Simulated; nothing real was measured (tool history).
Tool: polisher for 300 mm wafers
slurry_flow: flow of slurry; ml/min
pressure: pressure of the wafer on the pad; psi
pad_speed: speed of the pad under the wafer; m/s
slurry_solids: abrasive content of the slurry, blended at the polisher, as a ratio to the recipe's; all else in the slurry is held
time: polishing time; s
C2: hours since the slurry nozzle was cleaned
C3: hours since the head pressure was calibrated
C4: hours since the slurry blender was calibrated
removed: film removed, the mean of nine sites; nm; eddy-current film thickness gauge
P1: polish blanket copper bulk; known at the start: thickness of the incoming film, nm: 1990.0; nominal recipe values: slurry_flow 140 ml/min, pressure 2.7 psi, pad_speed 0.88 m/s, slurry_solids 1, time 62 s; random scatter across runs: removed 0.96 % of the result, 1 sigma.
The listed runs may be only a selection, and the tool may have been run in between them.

run 1 hour=11 | slurry_flow=140 pressure=2.7 pad_speed=0.88 slurry_solids=1 time=62 | wafers_polished_on_this_pad=775 C2=492.6 C3=678.4 C4=87.1 | removed=474.23
run 2 hour=23.4 | slurry_flow=140 pressure=2.7 pad_speed=0.88 slurry_solids=1 time=62 | wafers_polished_on_this_pad=899 C2=505 C3=690.8 C4=99.5 | removed=485.87
run 3 hour=34.9 | slurry_flow=140 pressure=3.8 pad_speed=0.66 slurry_solids=1 time=62 | wafers_polished_on_this_pad=1014 C2=516.5 C3=702.3 C4=111 | removed=506.5
run 4 hour=47.3 | slurry_flow=140 pressure=2.7 pad_speed=0.88 slurry_solids=1 time=83 | wafers_polished_on_this_pad=1137 C2=528.9 C3=714.7 C4=123.4 | removed=647.8
-- hour=53.8 worn pad replaced by a new one
run 5 hour=62.9 | slurry_flow=220 pressure=2.7 pad_speed=0.88 slurry_solids=1 time=62 | wafers_polished_on_this_pad=90 C2=544.5 C3=730.3 C4=139 | removed=507.56
run 6 hour=75.9 | slurry_flow=140 pressure=2.7 pad_speed=0.88 slurry_solids=1.45 time=62 | wafers_polished_on_this_pad=220 C2=557.5 C3=743.3 C4=152 | removed=522.82
run 7 hour=92.1 | slurry_flow=140 pressure=2.7 pad_speed=0.88 slurry_solids=1 time=62 | wafers_polished_on_this_pad=381 C2=573.7 C3=759.5 C4=168.2 | removed=471.76
run 8 hour=107.6 | slurry_flow=140 pressure=2.7 pad_speed=0.88 slurry_solids=1 time=62 | wafers_polished_on_this_pad=536 C2=589.2 C3=775 C4=183.7 | removed=478.43
run 9 hour=117.9 | slurry_flow=140 pressure=2.7 pad_speed=0.88 slurry_solids=1 time=31 | wafers_polished_on_this_pad=639 C2=599.5 C3=785.3 C4=194 | removed=238.48
run 10 hour=132.8 | slurry_flow=140 pressure=2.7 pad_speed=0.42 slurry_solids=1 time=62 | wafers_polished_on_this_pad=787 C2=614.4 C3=800.2 C4=208.9 | removed=226.74
run 11 hour=145.1 | slurry_flow=140 pressure=2.7 pad_speed=1.26 slurry_solids=1 time=62 | wafers_polished_on_this_pad=910 C2=626.7 C3=812.5 C4=221.2 | removed=696.66
run 12 hour=159 | slurry_flow=85 pressure=2.7 pad_speed=0.88 slurry_solids=1 time=62 | wafers_polished_on_this_pad=1048 C2=640.6 C3=826.4 C4=235.1 | removed=431.8
run 13 hour=168.3 | slurry_flow=140 pressure=1.7 pad_speed=0.88 slurry_solids=1 time=62 | wafers_polished_on_this_pad=1141 C2=649.9 C3=835.7 C4=244.4 | removed=301.5
run 14 hour=180.8 | slurry_flow=140 pressure=2.7 pad_speed=0.88 slurry_solids=0.65 time=62 | wafers_polished_on_this_pad=1266 C2=662.4 C3=848.2 C4=256.9 | removed=442.78
run 15 hour=190.8 | slurry_flow=140 pressure=2.7 pad_speed=0.6 slurry_solids=0.55 time=62 | wafers_polished_on_this_pad=1365 C2=672.4 C3=858.2 C4=266.9 | removed=288.08
run 16 hour=204.2 | slurry_flow=140 pressure=2.7 pad_speed=0.88 slurry_solids=1 time=62 | wafers_polished_on_this_pad=1499 C2=685.8 C3=871.6 C4=280.3 | removed=480.9
run 17 hour=219.2 | slurry_flow=140 pressure=3.6 pad_speed=0.88 slurry_solids=1 time=62 | wafers_polished_on_this_pad=1648 C2=700.8 C3=886.6 C4=295.3 | removed=641.13
run 18 hour=230.5 | slurry_flow=140 pressure=2.7 pad_speed=0.88 slurry_solids=1 time=62 | wafers_polished_on_this_pad=1761 C2=712.1 C3=897.9 C4=306.6 | removed=485.88
run 19 hour=239 | slurry_flow=85 pressure=2.7 pad_speed=1.14 slurry_solids=1 time=62 | wafers_polished_on_this_pad=1846 C2=720.6 C3=906.4 C4=315.1 | removed=559.1
run 20 hour=248.4 | slurry_flow=140 pressure=2.7 pad_speed=0.88 slurry_solids=1 time=62 | wafers_polished_on_this_pad=1939 C2=730 C3=915.8 C4=324.5 | removed=475.05
run 21 hour=263.6 | slurry_flow=140 pressure=2.7 pad_speed=0.88 slurry_solids=1 time=62 | wafers_polished_on_this_pad=2091 C2=745.2 C3=931 C4=339.7 | removed=481.97
run 22 hour=277.7 | slurry_flow=140 pressure=2.7 pad_speed=0.88 slurry_solids=1 time=62 | wafers_polished_on_this_pad=2231 C2=759.3 C3=945.1 C4=353.8 | removed=459.4
run 23 hour=291.3 | slurry_flow=140 pressure=2.7 pad_speed=0.88 slurry_solids=1 time=62 | wafers_polished_on_this_pad=2367 C2=772.9 C3=958.7 C4=367.4 | removed=445.02
run 24 hour=306.5 | slurry_flow=140 pressure=2.7 pad_speed=0.88 slurry_solids=1 time=62 | wafers_polished_on_this_pad=2519 C2=788.1 C3=973.9 C4=382.6 | removed=441.83
-- hour=315 worn pad replaced by a new one
run 25 hour=315.6 | slurry_flow=140 pressure=2.7 pad_speed=0.88 slurry_solids=1 time=62 | wafers_polished_on_this_pad=6 C2=797.2 C3=983 C4=391.7 | removed=437.24
run 26 hour=322.8 | slurry_flow=140 pressure=2.7 pad_speed=0.88 slurry_solids=1 time=62 | wafers_polished_on_this_pad=78 C2=804.4 C3=990.2 C4=398.9 | removed=444.16
-- hour=328.5 slurry blender recalibrated
run 27 hour=335.2 | slurry_flow=140 pressure=2.7 pad_speed=0.88 slurry_solids=1 time=62 | wafers_polished_on_this_pad=202 C2=816.8 C3=1002.6 C4=6.8 | removed=434.04
run 28 hour=348.9 | slurry_flow=140 pressure=2.7 pad_speed=0.88 slurry_solids=1 time=62 | wafers_polished_on_this_pad=338 C2=830.5 C3=1016.3 C4=20.5 | removed=422.74
run 29 hour=361.6 | slurry_flow=140 pressure=2.7 pad_speed=0.88 slurry_solids=1 time=62 | wafers_polished_on_this_pad=465 C2=843.2 C3=1029 C4=33.2 | removed=436.76

Compared with where it was, what P1 gives has crept away. Each cause listed below fits the log as well as the rest, at the size given for it:
A: head's pressure below its setpoint, % = 10.8
B: slurry flow missing at the pad, % = 38.8
The onset of the drift is placed at about hour 263.6.
Each remaining cause and why it is not a fit:
removal rate lost through wear of the pad, %: serviced at hour 315, after the drift had started, without restoring the earlier output
abrasive missing from the slurry, %: serviced at hour 328.5, after the drift had started, without restoring the earlier output

The 4 check runs listed below each average the results of 2 wafers, and their outcomes are marked with question marks. Under which run would the listed causes produce clearly different results?
run check 1 hour=374.3 | slurry_flow=140 pressure=2.7 pad_speed=0.42 slurry_solids=1 time=32 | removed=?
run check 2 hour=374.3 | slurry_flow=140 pressure=2.7 pad_speed=0.48 slurry_solids=1 time=62 | removed=?
run check 3 hour=374.3 | slurry_flow=140 pressure=2.7 pad_speed=0.88 slurry_solids=1.4 time=62 | removed=?
run check 4 hour=374.3 | slurry_flow=90 pressure=2.7 pad_speed=0.88 slurry_solids=1.45 time=62 | removed=?

What each check would give under each cause:
check=check_1 result=removed if_A=105.56 if_B=105.61
check=check_2 result=removed if_A=233.73 if_B=233.85
check=check_3 result=removed if_A=461.21 if_B=461.44
check=check_4 result=removed if_A=420.58 if_B=399.18
Smallest distance between any two causes, each pair judged by its most separating result, in per cent: check 1 0.05 %; check 2 0.05 %; check 3 0.05 %; check 4 5.22 %
Of the check runs offered, only check 4 discriminates between the causes; the rest would read about the same regardless of which cause applies.

With check 4 done, the readings were: removed 397.22 nm. Identify which of the listed causes applies.

Of the candidate causes, it is B: slurry flow missing at the pad, %.

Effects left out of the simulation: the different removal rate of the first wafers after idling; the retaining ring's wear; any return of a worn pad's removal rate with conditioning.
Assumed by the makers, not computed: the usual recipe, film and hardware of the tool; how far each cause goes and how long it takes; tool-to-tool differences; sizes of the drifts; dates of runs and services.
